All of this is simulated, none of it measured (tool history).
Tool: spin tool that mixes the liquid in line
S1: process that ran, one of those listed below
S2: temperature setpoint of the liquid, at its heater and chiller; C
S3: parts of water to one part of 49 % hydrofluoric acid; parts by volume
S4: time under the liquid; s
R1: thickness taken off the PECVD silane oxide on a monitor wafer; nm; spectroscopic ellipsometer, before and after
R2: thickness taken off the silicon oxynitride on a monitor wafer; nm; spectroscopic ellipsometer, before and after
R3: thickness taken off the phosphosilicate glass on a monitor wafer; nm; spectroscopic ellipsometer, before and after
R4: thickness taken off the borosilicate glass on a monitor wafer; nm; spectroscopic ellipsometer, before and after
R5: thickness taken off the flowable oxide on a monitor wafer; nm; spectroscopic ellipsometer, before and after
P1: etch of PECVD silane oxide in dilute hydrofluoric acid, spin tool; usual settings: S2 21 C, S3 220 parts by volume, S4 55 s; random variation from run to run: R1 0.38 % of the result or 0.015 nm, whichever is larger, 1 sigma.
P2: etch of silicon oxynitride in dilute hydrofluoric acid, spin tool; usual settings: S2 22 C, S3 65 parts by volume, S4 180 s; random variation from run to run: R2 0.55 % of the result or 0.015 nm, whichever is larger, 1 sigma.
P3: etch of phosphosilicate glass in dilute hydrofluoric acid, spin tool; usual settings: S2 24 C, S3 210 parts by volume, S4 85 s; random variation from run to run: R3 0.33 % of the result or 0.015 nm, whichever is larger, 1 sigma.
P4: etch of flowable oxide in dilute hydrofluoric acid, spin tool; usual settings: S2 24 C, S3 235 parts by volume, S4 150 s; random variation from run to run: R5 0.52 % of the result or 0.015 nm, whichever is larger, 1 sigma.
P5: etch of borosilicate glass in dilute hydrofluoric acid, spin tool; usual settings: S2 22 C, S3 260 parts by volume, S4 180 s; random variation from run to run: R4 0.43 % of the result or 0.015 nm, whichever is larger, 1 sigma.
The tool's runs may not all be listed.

{"run": 1, "day": 0.504, "S1": "P1", "S2": 21, "S3": 220, "S4": 55, "R1": 6.6584}
{"run": 2, "day": 0.938, "S1": "P2", "S2": 22, "S3": 65, "S4": 180, "R2": 10.154}
{"run": 3, "day": 1.329, "S1": "P3", "S2": 20, "S3": 210, "S4": 85, "R3": 27.723}
{"run": 4, "day": 1.762, "S1": "P5", "S2": 22, "S3": 260, "S4": 70, "R4": 4.5578}
{"run": 5, "day": 2.088, "S1": "P3", "S2": 24, "S3": 375, "S4": 85, "R3": 15.459}
{"run": 6, "day": 2.425, "S1": "P1", "S2": 21, "S3": 315, "S4": 55, "R1": 4.2082}
{"run": 7, "day": 2.817, "S1": "P1", "S2": 21, "S3": 220, "S4": 15, "R1": 1.7794}
{"run": 8, "day": 3.317, "S1": "P2", "S2": 22, "S3": 110, "S4": 180, "R2": 5.6826}
{"run": 9, "day": 3.646, "S1": "P1", "S2": 21, "S3": 310, "S4": 25, "R1": 1.9504}
{"run": 10, "day": 4.154, "S1": "P5", "S2": 22, "S3": 260, "S4": 180, "R4": 11.572}
{"run": 11, "day": 4.583, "S1": "P1", "S2": 21, "S3": 125, "S4": 55, "R1": 12.76}
{"run": 12, "day": 4.917, "S1": "P4", "S2": 24, "S3": 90, "S4": 150, "R5": 61.613}
{"run": 13, "day": 5.262, "S1": "P5", "S2": 17, "S3": 260, "S4": 180, "R4": 9.7361}
{"run": 14, "day": 5.521, "S1": "P1", "S2": 21, "S3": 220, "S4": 55, "R1": 6.6087}
{"run": 15, "day": 5.879, "S1": "P4", "S2": 19.5, "S3": 235, "S4": 150, "R5": 16.804}
{"run": 16, "day": 6.133, "S1": "P1", "S2": 21, "S3": 220, "S4": 55, "R1": 6.5528}
{"run": 17, "day": 6.575, "S1": "P4", "S2": 24, "S3": 235, "S4": 150, "R5": 19.953}
{"run": 18, "day": 6.925, "S1": "P1", "S2": 17, "S3": 320, "S4": 55, "R1": 3.57}
{"run": 19, "day": 7.2, "S1": "P1", "S2": 26, "S3": 220, "S4": 105, "R1": 15.091}
{"run": 20, "day": 7.462, "S1": "P1", "S2": 25, "S3": 220, "S4": 55, "R1": 7.6455}
{"run": 21, "day": 7.683, "S1": "P1", "S2": 21, "S3": 220, "S4": 105, "R1": 12.521}
{"run": 22, "day": 8.071, "S1": "P1", "S2": 17, "S3": 220, "S4": 55, "R1": 5.6311}
{"run": 23, "day": 8.333, "S1": "P1", "S2": 21, "S3": 220, "S4": 55, "R1": 6.6417}
{"run": 24, "day": 8.825, "S1": "P5", "S2": 22, "S3": 110, "S4": 180, "R4": 32.543}
{"run": 25, "day": 9.062, "S1": "P2", "S2": 22, "S3": 65, "S4": 335, "R2": 18.683}
{"run": 26, "day": 9.292, "S1": "P4", "S2": 24, "S3": 235, "S4": 150, "R5": 19.87}
{"run": 27, "day": 9.792, "S1": "P1", "S2": 21, "S3": 220, "S4": 55, "R1": 6.5811}
{"run": 28, "day": 10.288, "S1": "P4", "S2": 24, "S3": 235, "S4": 215, "R5": 28.471}
{"run": 29, "day": 10.675, "S1": "P2", "S2": 26, "S3": 65, "S4": 180, "R2": 12.262}
{"run": 30, "day": 11.096, "S1": "P3", "S2": 24, "S3": 210, "S4": 85, "R3": 32.428}
{"run": 31, "day": 11.521, "S1": "P3", "S2": 24, "S3": 210, "S4": 155, "R3": 58.6}

The next listed run, before its measurement:
{"run": 32, "day": 11.746, "S1": "P1", "S2": 21, "S3": 220, "S4": 55, "R1": "?"}

Run 32 gave R1 6.6028 nm.
